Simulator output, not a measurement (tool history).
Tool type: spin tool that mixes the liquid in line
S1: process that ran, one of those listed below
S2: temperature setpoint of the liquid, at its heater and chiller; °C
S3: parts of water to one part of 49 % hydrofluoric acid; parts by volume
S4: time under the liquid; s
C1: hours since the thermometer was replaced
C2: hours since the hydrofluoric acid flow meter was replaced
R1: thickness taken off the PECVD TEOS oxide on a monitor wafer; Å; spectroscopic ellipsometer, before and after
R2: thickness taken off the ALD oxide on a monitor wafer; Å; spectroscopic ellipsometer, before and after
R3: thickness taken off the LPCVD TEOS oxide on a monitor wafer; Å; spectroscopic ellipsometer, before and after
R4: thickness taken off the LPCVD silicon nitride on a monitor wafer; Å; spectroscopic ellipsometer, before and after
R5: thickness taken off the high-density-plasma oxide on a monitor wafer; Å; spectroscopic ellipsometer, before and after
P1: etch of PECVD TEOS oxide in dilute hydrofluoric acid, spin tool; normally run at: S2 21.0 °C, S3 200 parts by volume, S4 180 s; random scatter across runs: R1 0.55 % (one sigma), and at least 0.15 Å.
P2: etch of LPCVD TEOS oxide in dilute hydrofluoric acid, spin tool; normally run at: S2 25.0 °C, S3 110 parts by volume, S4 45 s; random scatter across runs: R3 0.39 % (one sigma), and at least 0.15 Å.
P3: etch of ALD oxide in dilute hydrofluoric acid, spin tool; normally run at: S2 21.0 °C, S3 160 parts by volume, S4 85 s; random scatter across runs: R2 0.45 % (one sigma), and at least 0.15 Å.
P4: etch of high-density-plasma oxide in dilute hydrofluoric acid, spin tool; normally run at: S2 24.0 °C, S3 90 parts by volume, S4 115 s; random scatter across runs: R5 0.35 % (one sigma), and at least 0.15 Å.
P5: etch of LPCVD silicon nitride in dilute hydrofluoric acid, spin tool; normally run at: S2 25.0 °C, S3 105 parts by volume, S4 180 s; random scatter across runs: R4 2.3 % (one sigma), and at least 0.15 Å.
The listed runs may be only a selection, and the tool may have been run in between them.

run 1 hour=6.2 | S1=P1 S2=21.0 S3=200 S4=180 | C1=580.1 C2=752.0 | R1=134.470
run 2 hour=11.3 | S1=P1 S2=21.0 S3=200 S4=350 | C1=585.2 C2=757.1 | R1=262.590
run 3 hour=17.2 | S1=P1 S2=21.0 S3=65 S4=285 | C1=591.1 C2=763.0 | R1=765.660
run 4 hour=26.9 | S1=P3 S2=21.0 S3=160 S4=85 | C1=600.8 C2=772.7 | R2=140.200
run 5 hour=36.3 | S1=P2 S2=25.0 S3=110 S4=70 | C1=610.2 C2=782.1 | R3=228.010
run 6 hour=44.5 | S1=P5 S2=25.0 S3=55 S4=180 | C1=618.4 C2=790.3 | R4=17.8970
run 7 hour=53.4 | S1=P5 S2=25.0 S3=105 S4=285 | C1=627.3 C2=799.2 | R4=15.4410
-- hour=56.8 thermometer replaced
run 8 hour=59.0 | S1=P1 S2=21.0 S3=120 S4=180 | C1=2.2 C2=804.8 | R1=245.960
run 9 hour=68.5 | S1=P2 S2=31.5 S3=110 S4=45 | C1=11.7 C2=814.3 | R3=186.600
run 10 hour=73.3 | S1=P1 S2=21.0 S3=70 S4=340 | C1=16.5 C2=819.1 | R1=829.860
run 11 hour=82.5 | S1=P2 S2=25.0 S3=110 S4=45 | C1=25.7 C2=828.3 | R3=145.310
run 12 hour=88.0 | S1=P1 S2=21.0 S3=200 S4=180 | C1=31.2 C2=833.8 | R1=133.480
run 13 hour=93.9 | S1=P2 S2=25.0 S3=170 S4=45 | C1=37.1 C2=839.7 | R3=88.393
run 14 hour=99.9 | S1=P1 S2=21.0 S3=200 S4=30 | C1=43.1 C2=845.7 | R1=22.507
run 15 hour=108.8 | S1=P1 S2=17.0 S3=200 S4=180 | C1=52.0 C2=854.6 | R1=114.250
run 16 hour=114.4 | S1=P1 S2=21.0 S3=200 S4=180 | C1=57.6 C2=860.2 | R1=134.190
run 17 hour=122.0 | S1=P4 S2=24.0 S3=160 S4=115 | C1=65.2 C2=867.8 | R5=64.668
run 18 hour=129.6 | S1=P5 S2=25.0 S3=105 S4=180 | C1=72.8 C2=875.4 | R4=9.1054
run 19 hour=136.6 | S1=P1 S2=21.0 S3=200 S4=180 | C1=79.8 C2=882.4 | R1=133.830
run 20 hour=145.2 | S1=P1 S2=26.0 S3=200 S4=180 | C1=88.4 C2=891.0 | R1=160.220
run 21 hour=150.1 | S1=P1 S2=21.0 S3=295 S4=180 | C1=93.3 C2=895.9 | R1=82.941
run 22 hour=154.6 | S1=P4 S2=31.0 S3=90 S4=115 | C1=97.8 C2=900.4 | R5=164.250
run 23 hour=162.4 | S1=P3 S2=27.5 S3=160 S4=85 | C1=105.6 C2=908.2 | R2=178.230
run 24 hour=172.1 | S1=P5 S2=25.0 S3=105 S4=180 | C1=115.3 C2=917.9 | R4=9.8222
run 25 hour=180.9 | S1=P4 S2=24.0 S3=90 S4=115 | C1=124.1 C2=926.7 | R5=125.970
run 26 hour=185.5 | S1=P4 S2=24.0 S3=90 S4=15 | C1=128.7 C2=931.3 | R5=16.314
run 27 hour=193.8 | S1=P3 S2=21.0 S3=245 S4=85 | C1=137.0 C2=939.6 | R2=83.047
run 28 hour=200.1 | S1=P5 S2=20.0 S3=105 S4=180 | C1=143.3 C2=945.9 | R4=6.5558
run 29 hour=206.2 | S1=P3 S2=21.0 S3=160 S4=140 | C1=149.4 C2=952.0 | R2=230.190
run 30 hour=215.4 | S1=P1 S2=21.0 S3=200 S4=180 | C1=158.6 C2=961.2 | R1=134.550
run 31 hour=221.4 | S1=P1 S2=21.0 S3=200 S4=180 | C1=164.6 C2=967.2 | R1=138.010
run 32 hour=229.9 | S1=P1 S2=21.0 S3=200 S4=180 | C1=173.1 C2=975.7 | R1=140.900
run 33 hour=239.0 | S1=P1 S2=21.0 S3=200 S4=180 | C1=182.2 C2=984.8 | R1=142.840
run 34 hour=247.9 | S1=P1 S2=21.0 S3=200 S4=180 | C1=191.1 C2=993.7 | R1=144.320
run 35 hour=252.2 | S1=P1 S2=21.0 S3=200 S4=180 | C1=195.4 C2=998.0 | R1=145.270
run 36 hour=259.3 | S1=P1 S2=21.0 S3=200 S4=180 | C1=202.5 C2=1005.1 | R1=145.760
run 37 hour=266.9 | S1=P1 S2=21.0 S3=200 S4=180 | C1=210.1 C2=1012.7 | R1=144.180
run 38 hour=273.1 | S1=P1 S2=21.0 S3=200 S4=180 | C1=216.3 C2=1018.9 | R1=144.690
run 39 hour=280.1 | S1=P1 S2=21.0 S3=200 S4=180 | C1=223.3 C2=1025.9 | R1=145.480

What P1 gives has crept off from where it sat before. The 2 causes that follow fit the log equally well, each at the size noted:
A: liquid hotter than its thermometer reads (K) = 2.2
B: hydrofluoric acid flow above the setpoint (%) = 7.17
Onset of the creep was near hour 215.4.

Of the 4 check runs below, each run on 5 wafers with the results averaged and each result still a question mark, which one would tell the listed causes apart?
run check 1 hour=287.1 | S1=P5 S2=25.0 S3=75 S4=275 | R4=?
run check 2 hour=287.1 | S1=P3 S2=25.0 S3=160 S4=85 | R2=?
run check 3 hour=287.1 | S1=P2 S2=28.5 S3=110 S4=60 | R3=?
run check 4 hour=287.1 | S1=P4 S2=24.0 S3=135 S4=115 | R5=?

If the cause were each of the candidates in turn, the checks would give the following:
check=check_1 result=R4 if_A=23.1960 if_B=21.5000
check=check_2 result=R2 if_A=176.480 if_B=176.470
check=check_3 result=R3 if_A=242.370 if_B=241.670
check=check_4 result=R5 if_A=85.976 if_B=85.612
Per check, the gap between the least separated pair of causes, taken in the result that splits them most: check 1 7.59 %; check 2 0.01 %; check 3 0.29 %; check 4 0.42 %
Only in check 1 would the causes give clearly different results; in the remaining checks their results would be nearly the same.

With check 1 done, the readings were: R4 23.3170 Å. Identify which of the listed causes applies.

It is A: liquid hotter than its thermometer reads (K).
